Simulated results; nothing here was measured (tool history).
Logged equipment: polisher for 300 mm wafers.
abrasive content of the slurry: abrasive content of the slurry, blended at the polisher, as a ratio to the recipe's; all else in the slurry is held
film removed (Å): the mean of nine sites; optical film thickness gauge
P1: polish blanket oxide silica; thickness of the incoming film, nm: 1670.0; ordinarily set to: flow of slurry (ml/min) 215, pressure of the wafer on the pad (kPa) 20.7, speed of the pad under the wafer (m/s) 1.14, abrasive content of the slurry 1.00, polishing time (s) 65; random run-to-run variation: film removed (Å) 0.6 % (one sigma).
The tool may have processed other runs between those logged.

run	day	flow of slurry (ml/min)	pressure of the wafer on the pad (kPa)	speed of the pad under the wafer (m/s)	abrasive content of the slurry	polishing time (s)	wafers polished on this pad	hours since the slurry nozzle was cleaned	hours since the head pressure was calibrated	hours since the slurry blender was calibrated	hours since the conditioning disc was replaced	film removed (Å)
1	0.342	215	20.7	1.14	1.00	65	411	459.7	411.8	69.7	240.8	1496.20
2	0.700	215	20.7	1.14	1.00	65	489	468.3	420.4	78.3	249.4	1517.60
3	1.029	130	20.7	1.14	1.00	65	562	476.2	428.3	86.2	257.3	1405.40
4	1.321	215	26.2	1.14	1.00	65	626	483.2	435.3	93.2	264.3	1938.80
5	1.758	215	20.7	1.14	1.00	102	722	493.7	445.8	103.7	274.8	2382.10
6	2.192	150	14.5	1.14	1.00	65	817	504.1	456.2	114.1	285.2	1011.50
7	2.521	215	20.7	0.72	1.00	65	889	512.0	464.1	122.0	293.1	1060.10
8	3.092	215	20.7	1.14	1.45	65	1014	525.7	477.8	135.7	306.8	1790.50
9	3.517	215	20.7	1.14	1.00	47	1107	535.9	488.0	145.9	317.0	1105.70
10	3.842	130	20.7	0.60	1.00	65	1178	543.7	495.8	153.7	324.8	839.29
11	4.271	215	20.7	1.14	1.00	65	1273	554.0	506.1	164.0	335.1	1520.50
12	4.762	215	20.7	1.50	1.00	65	1380	565.8	517.9	175.8	346.9	1904.20
13	5.075	215	20.7	1.14	1.00	65	1449	573.3	525.4	183.3	354.4	1516.60
14	5.475	215	20.7	1.14	1.00	65	1537	582.9	535.0	192.9	364.0	1518.20
15	5.967	215	20.7	1.14	0.75	65	1645	594.7	546.8	204.7	375.8	1320.80
16	6.475	290	20.7	1.14	1.00	65	1756	606.9	559.0	216.9	388.0	1558.30
17	6.950	215	9.7	1.14	1.00	65	1860	618.3	570.4	228.3	399.4	703.17
18	7.483	215	20.7	1.14	1.00	65	1977	631.1	583.2	241.1	412.2	1532.20
19	7.975	215	20.7	1.14	1.00	65	2085	642.9	595.0	252.9	424.0	1509.50
20	8.479	215	20.7	1.14	1.00	65	2196	655.0	607.1	265.0	436.1	1459.30
21	8.883	215	20.7	1.14	1.00	65	2284	664.7	616.8	274.7	445.8	1429.10
22	9.300	215	20.7	1.14	1.00	65	2376	674.7	626.8	284.7	455.8	1397.80
23	9.583	215	20.7	1.14	1.00	65	2438	681.5	633.6	291.5	462.6	1395.20
24	9.933	215	20.7	1.14	1.00	65	2515	689.9	642.0	299.9	471.0	1369.90
25	10.308	215	20.7	1.14	1.00	65	2597	698.9	651.0	308.9	480.0	1372.40
# day 10.596: head pressure recalibrated
26	10.725	215	20.7	1.14	1.00	65	2688	708.9	3.2	318.9	490.0	1367.90
# day 10.892: slurry nozzle cleaned
# day 10.904: conditioning disc replaced and pad reconditioned
27	11.279	215	20.7	1.14	1.00	65	2810	9.4	16.5	332.2	9.1	1361.30
28	11.838	215	20.7	1.14	1.00	65	2932	22.8	29.9	345.6	22.5	1342.10
29	12.179	215	20.7	1.14	1.00	65	3007	31.0	38.1	353.8	30.7	1353.10

The output of P1 has drifted from where it used to be. Each of the 2 causes below, taken at the size shown beside it, accounts for the log equally well:
A: removal rate lost through wear of the pad, % = 11.1
B: abrasive missing from the slurry, % = 21.5
Creep in the process output first set in at about day 7.975.
Every other cause this tool's parts could produce, and why it does not fit the log:
slurry flow missing at the pad, %: work on it at day 10.892, done after the drift set in, did not restore what the process gave before
head's pressure below its setpoint, %: work on it at day 10.596, done after the drift set in, did not restore what the process gave before
time polished since the conditioner stopped cutting, s: work on it at day 10.904, done after the drift set in, did not restore what the process gave before

The 4 check runs listed below each average the results of 5 wafers, and their outcomes are marked with question marks. Under which run would the listed causes produce clearly different results?
check 1	12.521	215	10.3	1.14	1.00	65						?
check 2	12.521	130	20.7	1.14	1.00	85						?
check 3	12.521	215	20.7	1.14	1.40	65						?
check 4	12.521	215	20.7	1.44	1.00	97						?

How each check would come out, cause by cause:
check	result	if A	if B
check 1	film removed (Å)	674.93	675.15
check 2	film removed (Å)	1629.40	1630.00
check 3	film removed (Å)	1551.30	1583.20
check 4	film removed (Å)	2428.30	2429.10
How far apart the two closest causes lie, in the result that separates them most: check 1 0.03 %; check 2 0.03 %; check 3 2.04 %; check 4 0.03 %
The other checks would show nearly matching results whichever cause is true, so check 3 is the only one that separates the causes.

Check 3 was carried out, with these results: film removed (Å) 1577.20. Which of the listed causes is responsible?

The cause is B: abrasive missing from the slurry, %.
